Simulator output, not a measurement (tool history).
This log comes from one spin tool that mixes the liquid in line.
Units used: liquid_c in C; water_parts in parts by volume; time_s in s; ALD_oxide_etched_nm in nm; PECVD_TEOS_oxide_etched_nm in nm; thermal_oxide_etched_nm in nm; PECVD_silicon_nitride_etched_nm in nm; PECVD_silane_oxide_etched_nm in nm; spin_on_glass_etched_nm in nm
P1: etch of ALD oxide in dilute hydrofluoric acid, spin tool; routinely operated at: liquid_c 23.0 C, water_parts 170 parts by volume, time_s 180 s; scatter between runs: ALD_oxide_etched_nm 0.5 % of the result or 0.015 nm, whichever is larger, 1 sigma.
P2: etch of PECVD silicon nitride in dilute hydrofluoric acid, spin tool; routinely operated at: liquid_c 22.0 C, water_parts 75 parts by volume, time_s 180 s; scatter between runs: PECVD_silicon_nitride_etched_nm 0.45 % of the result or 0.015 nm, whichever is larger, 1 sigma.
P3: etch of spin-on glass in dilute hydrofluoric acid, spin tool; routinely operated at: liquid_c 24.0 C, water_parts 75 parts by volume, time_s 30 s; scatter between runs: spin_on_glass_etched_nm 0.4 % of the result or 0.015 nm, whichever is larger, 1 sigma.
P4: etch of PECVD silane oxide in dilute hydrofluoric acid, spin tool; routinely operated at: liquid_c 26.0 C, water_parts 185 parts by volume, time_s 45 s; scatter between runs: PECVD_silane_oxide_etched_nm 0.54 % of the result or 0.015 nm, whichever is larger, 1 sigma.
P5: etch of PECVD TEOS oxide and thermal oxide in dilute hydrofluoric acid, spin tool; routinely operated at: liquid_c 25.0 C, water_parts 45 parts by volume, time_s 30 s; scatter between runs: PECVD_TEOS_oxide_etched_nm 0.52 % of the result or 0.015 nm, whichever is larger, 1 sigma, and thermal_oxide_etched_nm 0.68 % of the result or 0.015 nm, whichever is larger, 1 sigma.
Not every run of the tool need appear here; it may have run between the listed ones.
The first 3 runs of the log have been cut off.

run   hour  process  liquid_c  water_parts  time_s  hours since the thermometer was replaced  hours since the hydrofluoric acid flow meter was replaced  ALD_oxide_etched_nm  PECVD_TEOS_oxide_etched_nm  thermal_oxide_etched_nm  PECVD_silicon_nitride_etched_nm  PECVD_silane_oxide_etched_nm  spin_on_glass_etched_nm
  4   25.5       P1      23.0          170     180                                    1270.6                                                      692.0              12.5250
  5   31.4       P1      23.0          170     180                                    1276.5                                                      697.9              12.4510
  6   37.2       P4      26.0          185      15                                    1282.3                                                      703.7                                                                                                                                   2.2510
  7   43.1       P3      24.0           25      30                                    1288.2                                                      709.6                                                                                                                                                            50.510
  8   47.5       P4      26.0          185      45                                    1292.6                                                      714.0                                                                                                                                   6.7806
  9   55.7       P1      23.0          170     180                                    1300.8                                                      722.2              12.5240
 10   60.8       P1      23.0          170      15                                    1305.9                                                      727.3               1.0357
 11   65.9       P5      25.0           45      30                                    1311.0                                                      732.4                                           19.013                   3.6360
 12   71.2       P4      26.0           45      45                                    1316.3                                                      737.7                                                                                                                                  33.0990
 13   75.8       P5      25.0           20      30                                    1320.9                                                      742.3                                           44.149                   8.5222
 14   80.2       P1      28.0          170     180                                    1325.3                                                      746.7              14.9840
 15   84.3       P3      24.0           75      65                                    1329.4                                                      750.8                                                                                                                                                            34.246
 16   88.3       P2      17.0           75     180                                    1333.4                                                      754.8                                                                                                    4.76590
 17   95.5       P3      24.0           75      30                                    1340.6                                                      762.0                                                                                                                                                            15.803
 18  100.7       P5      18.5           45      30                                    1345.8                                                      767.2                                           14.577                   2.7296
 19  107.2       P3      31.0           75      30                                    1352.3                                                      773.7                                                                                                                                                            20.983
 20  112.3       P2      22.0           20     180                                    1357.4                                                      778.8                                                                                                   24.64200
 21  120.3       P1      23.0          280     180                                    1365.4                                                      786.8               6.8166
 22  124.4       P4      17.5          185      45                                    1369.5                                                      790.9                                                                                                                                   4.8674
 23  128.4       P5      25.0           45      30                                    1373.5                                                      794.9                                           19.068                   3.6242
 24  135.8       P1      23.0          170     345                                    1380.9                                                      802.3              24.0300
 25  142.0       P1      23.0          105     180                                    1387.1                                                      808.5              21.7190

What will run 26 give?
 26  146.3       P2      22.0           75      15                                    1391.4                                                      812.8                                                                                                          ?

PECVD_silicon_nitride_etched_nm: 0.57335 nm
